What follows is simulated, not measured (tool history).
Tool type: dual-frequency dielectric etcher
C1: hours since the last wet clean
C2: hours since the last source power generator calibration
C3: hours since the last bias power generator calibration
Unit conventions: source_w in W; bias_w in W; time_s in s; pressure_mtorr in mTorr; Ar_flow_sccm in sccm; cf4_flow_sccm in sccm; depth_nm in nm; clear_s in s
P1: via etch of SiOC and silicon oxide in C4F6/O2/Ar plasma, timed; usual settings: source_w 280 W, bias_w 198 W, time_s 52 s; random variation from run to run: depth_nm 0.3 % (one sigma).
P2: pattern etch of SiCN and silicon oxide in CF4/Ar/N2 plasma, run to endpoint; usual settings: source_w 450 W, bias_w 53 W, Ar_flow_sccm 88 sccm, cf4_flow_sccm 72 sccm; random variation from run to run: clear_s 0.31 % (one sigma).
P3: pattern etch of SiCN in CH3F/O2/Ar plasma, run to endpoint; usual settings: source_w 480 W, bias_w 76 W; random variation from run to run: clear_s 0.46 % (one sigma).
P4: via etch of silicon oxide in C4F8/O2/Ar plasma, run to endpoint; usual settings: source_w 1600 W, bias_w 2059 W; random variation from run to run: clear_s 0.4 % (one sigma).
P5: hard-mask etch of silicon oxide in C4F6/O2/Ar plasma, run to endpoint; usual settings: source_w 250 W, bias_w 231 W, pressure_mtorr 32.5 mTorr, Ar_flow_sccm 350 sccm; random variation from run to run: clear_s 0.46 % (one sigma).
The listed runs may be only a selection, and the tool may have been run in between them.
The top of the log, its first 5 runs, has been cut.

Run 6, hour 76.1: process P1, source_w 350 W, bias_w 198 W, time_s 52 s; C1 412.8; C2 1812.5; C3 1174.1. Result: depth_nm 58.855 nm.
Run 7, hour 91.4: process P1, source_w 280 W, bias_w 198 W, time_s 52 s; C1 428.1; C2 1827.8; C3 1189.4. Result: depth_nm 54.26 nm.
Run 8, hour 104.2: process P3, source_w 290 W, bias_w 76 W; C1 440.9; C2 1840.6; C3 1202.2. Result: clear_s 22.442 s.
Run 9, hour 118.1: process P2, source_w 450 W, bias_w 73 W, Ar_flow_sccm 88 sccm, cf4_flow_sccm 72 sccm; C1 454.8; C2 1854.5; C3 1216.1. Result: clear_s 17.701 s.
Run 10, hour 132: process P5, source_w 250 W, bias_w 231 W, pressure_mtorr 32.5 mTorr, Ar_flow_sccm 227 sccm; C1 468.7; C2 1868.4; C3 1230. Result: clear_s 110.58 s.
Run 11, hour 142.5: process P1, source_w 280 W, bias_w 198 W, time_s 52 s; C1 479.2; C2 1878.9; C3 1240.5. Result: depth_nm 54.417 nm.
Run 12, hour 151.2: process P2, source_w 450 W, bias_w 53 W, Ar_flow_sccm 67 sccm, cf4_flow_sccm 72 sccm; C1 487.9; C2 1887.6; C3 1249.2. Result: clear_s 18.714 s.
Run 13, hour 166.1: process P5, source_w 250 W, bias_w 231 W, pressure_mtorr 32.5 mTorr, Ar_flow_sccm 350 sccm; C1 502.8; C2 1902.5; C3 1264.1. Result: clear_s 116.65 s.
Run 14, hour 174.1: process P1, source_w 170 W, bias_w 133 W, time_s 52 s; C1 510.8; C2 1910.5; C3 1272.1. Result: depth_nm 39.443 nm.
Run 15, hour 188.2: process P1, source_w 280 W, bias_w 198 W, time_s 52 s; C1 524.9; C2 1924.6; C3 1286.2. Result: depth_nm 54.043 nm.
Run 16, hour 199.1: process P5, source_w 160 W, bias_w 231 W, pressure_mtorr 32.5 mTorr, Ar_flow_sccm 350 sccm; C1 535.8; C2 1935.5; C3 1297.1. Result: clear_s 138.16 s.
Run 17, hour 209.4: process P5, source_w 250 W, bias_w 316 W, pressure_mtorr 32.5 mTorr, Ar_flow_sccm 350 sccm; C1 546.1; C2 1945.8; C3 1307.4. Result: clear_s 103.47 s.
Run 18, hour 220.8: process P3, source_w 480 W, bias_w 76 W; C1 557.5; C2 1957.2; C3 1318.8. Result: clear_s 18.842 s.
Run 19, hour 229: process P4, source_w 1600 W, bias_w 2059 W; C1 565.7; C2 1965.4; C3 1327. Result: clear_s 485.32 s.
Run 20, hour 245.3: process P1, source_w 280 W, bias_w 198 W, time_s 52 s; C1 582; C2 1981.7; C3 1343.3. Result: depth_nm 53.996 nm.
Run 21, hour 254.6: process P1, source_w 280 W, bias_w 131 W, time_s 52 s; C1 591.3; C2 1991; C3 1352.6. Result: depth_nm 47.446 nm.
Run 22, hour 264.5: process P1, source_w 280 W, bias_w 198 W, time_s 36.5 s; C1 601.2; C2 2000.9; C3 1362.5. Result: depth_nm 38.084 nm.
Run 23, hour 280.7: process P2, source_w 450 W, bias_w 53 W, Ar_flow_sccm 88 sccm, cf4_flow_sccm 72 sccm; C1 617.4; C2 2017.1; C3 1378.7. Result: clear_s 19.642 s.
Run 24, hour 295.3: process P1, source_w 280 W, bias_w 198 W, time_s 52 s; C1 632; C2 2031.7; C3 1393.3. Result: depth_nm 54.281 nm.
Run 25, hour 308.4: process P3, source_w 480 W, bias_w 57 W; C1 645.1; C2 2044.8; C3 1406.4. Result: clear_s 20.715 s.

What does the tool deliver on the next run?
Run 26, hour 316.3: process P2, source_w 450 W, bias_w 53 W, Ar_flow_sccm 88 sccm, cf4_flow_sccm 95 sccm; C1 653; C2 2052.7; C3 1414.3. Result: clear_s ?.

clear_s: 18.677 s

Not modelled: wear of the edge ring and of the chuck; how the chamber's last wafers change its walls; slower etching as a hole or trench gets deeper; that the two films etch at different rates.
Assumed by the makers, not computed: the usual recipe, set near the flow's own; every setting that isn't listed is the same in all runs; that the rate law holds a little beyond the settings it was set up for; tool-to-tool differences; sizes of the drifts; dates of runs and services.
